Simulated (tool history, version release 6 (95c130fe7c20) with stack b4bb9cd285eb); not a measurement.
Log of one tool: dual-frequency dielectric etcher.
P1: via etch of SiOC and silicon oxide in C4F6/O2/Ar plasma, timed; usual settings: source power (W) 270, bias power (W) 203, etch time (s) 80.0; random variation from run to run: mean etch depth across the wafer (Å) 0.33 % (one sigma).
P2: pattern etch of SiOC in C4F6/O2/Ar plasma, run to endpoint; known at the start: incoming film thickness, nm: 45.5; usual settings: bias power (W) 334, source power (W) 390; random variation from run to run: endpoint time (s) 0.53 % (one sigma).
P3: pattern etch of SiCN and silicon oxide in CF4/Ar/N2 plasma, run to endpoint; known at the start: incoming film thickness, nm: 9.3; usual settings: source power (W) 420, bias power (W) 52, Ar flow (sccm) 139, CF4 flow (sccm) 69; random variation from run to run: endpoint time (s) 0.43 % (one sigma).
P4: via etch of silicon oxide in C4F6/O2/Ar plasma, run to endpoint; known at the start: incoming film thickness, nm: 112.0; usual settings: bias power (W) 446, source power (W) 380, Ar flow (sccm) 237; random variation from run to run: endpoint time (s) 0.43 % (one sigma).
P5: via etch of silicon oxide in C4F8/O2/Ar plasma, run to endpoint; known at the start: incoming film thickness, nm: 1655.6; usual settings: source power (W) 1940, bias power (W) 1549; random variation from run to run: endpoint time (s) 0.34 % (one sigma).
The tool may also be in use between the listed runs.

run   hour  process that ran  source power (W)  bias power (W)  etch time (s)  Ar flow (sccm)  CF4 flow (sccm)  mean etch depth across the wafer (Å)  endpoint time (s)
  1    6.6                P1               270             203           80.0                                                                 809.73
  2   15.1                P1               270             203           49.0                                                                 497.64
  3   23.2                P1               370             203           80.0                                                                 916.23
  4   33.6                P4               380             627                            237                                                                    22.596
  5   41.1                P2               390             227                                                                                                   20.694
  6   50.0                P1               270             203           80.0                                                                 810.65
  7   59.0                P1               270             203           80.0                                                                 815.88
  8   65.8                P4               380             446                            237                                                                    25.808
  9   76.3                P3               420              52                            103               69                                                   12.491
 10   87.0                P1               270             203           80.0                                                                 813.83
 11   95.0                P2               390             334                                                                                                   18.072
 12  107.7                P1               160             203          104.5                                                                 871.07
 13  118.5                P3               420              34                            139               69                                                   15.030
 14  129.6                P2               390             334                                                                                                   18.327
 15  141.3                P5              1580            1549                                                                                                  402.450
 16  149.7                P1               270             203           80.0                                                                 811.88
 17  155.7                P1               270             142           80.0                                                                 728.33
 18  164.4                P5              1940            1549                                                                                                  368.730
 19  176.1                P5              1940            2191                                                                                                  338.180
 20  184.0                P3               420              52                            139               87                                                   12.570
 21  193.3                P5              1940            1549                                                                                                  370.180
 22  204.7                P3               420              52                            139               69                                                   13.123
 23  215.6                P2               250             334                                                                                                   21.402
 24  223.8                P1               270             203          111.0                                                                1123.60
 25  230.1                P4               380             446                            157                                                                    24.826
 26  240.0                P1               270             243           80.0                                                                 867.87
     241.0  -- wet clean of the chamber
 27  252.8                P3               250              52                            139               69                                                   20.905
 28  263.8                P1               160             203          111.5                                                                 930.13
 29  273.2                P4               530             446                            237                                                                    22.653
 30  282.0                P1               180             203           80.0                                                                 699.39
 31  289.9                P1               270             203           80.0                                                                 818.75
 32  302.2                P1               270             203           80.0                                                                 809.64
 33  312.9                P1               270             203           80.0                                                                 809.39
 34  318.9                P1               270             203           80.0                                                                 807.06
 35  329.4                P1               270             203           80.0                                                                 803.47
 36  338.8                P1               270             203           80.0                                                                 805.12
 37  346.1                P1               270             203           80.0                                                                 805.08
     349.3  -- wet clean of the chamber
 38  354.2                P1               270             203           80.0                                                                 801.62
 39  362.9                P1               270             203           80.0                                                                 802.03
 40  372.1                P1               270             203           80.0                                                                 799.16
 41  379.8                P1               270             203           80.0                                                                 801.25
 42  385.6                P1               270             203           80.0                                                                 802.05

What P1 gives has crept away from where it was. These 2 causes fit the log equally well, each at the size given:
A: bias power that arrives under what is set, % = 4.75
B: source power that arrives under what is set, % = 4.21
The creep began at about hour 289.9.
Why every other cause is out:
chamber walls in a state that lowers the etch rate, %: serviced at hour 349.3, which brought nothing back

4 check runs are offered, each on 2 wafers whose results are averaged, their results left as question marks. Which one tells the causes apart?
check 1  391.4                P2               290             255                                                                                                        ?
check 2  391.4                P5              1640            1959                                                                                                        ?
check 3  391.4                P3               290              52                            107               69                                                        ?
check 4  391.4                P4               380             609                            237                                                                         ?

What each check would give under each cause:
  check             result     if A     if B
check 1  endpoint time (s)   22.719   22.714
check 2  endpoint time (s)  376.070  377.250
check 3  endpoint time (s)   17.726   18.123
check 4  endpoint time (s)   23.321   23.252
How far apart the two closest causes lie, in the result that separates them most: check 1 0.02 %; check 2 0.31 %; check 3 2.21 %; check 4 0.3 %
Check 3 tells the causes apart: in the others they would give nearly the same result.

Then check 3 was run and gave: endpoint time (s) 18.170. Which cause is it?

It is B: source power that arrives under what is set, %.

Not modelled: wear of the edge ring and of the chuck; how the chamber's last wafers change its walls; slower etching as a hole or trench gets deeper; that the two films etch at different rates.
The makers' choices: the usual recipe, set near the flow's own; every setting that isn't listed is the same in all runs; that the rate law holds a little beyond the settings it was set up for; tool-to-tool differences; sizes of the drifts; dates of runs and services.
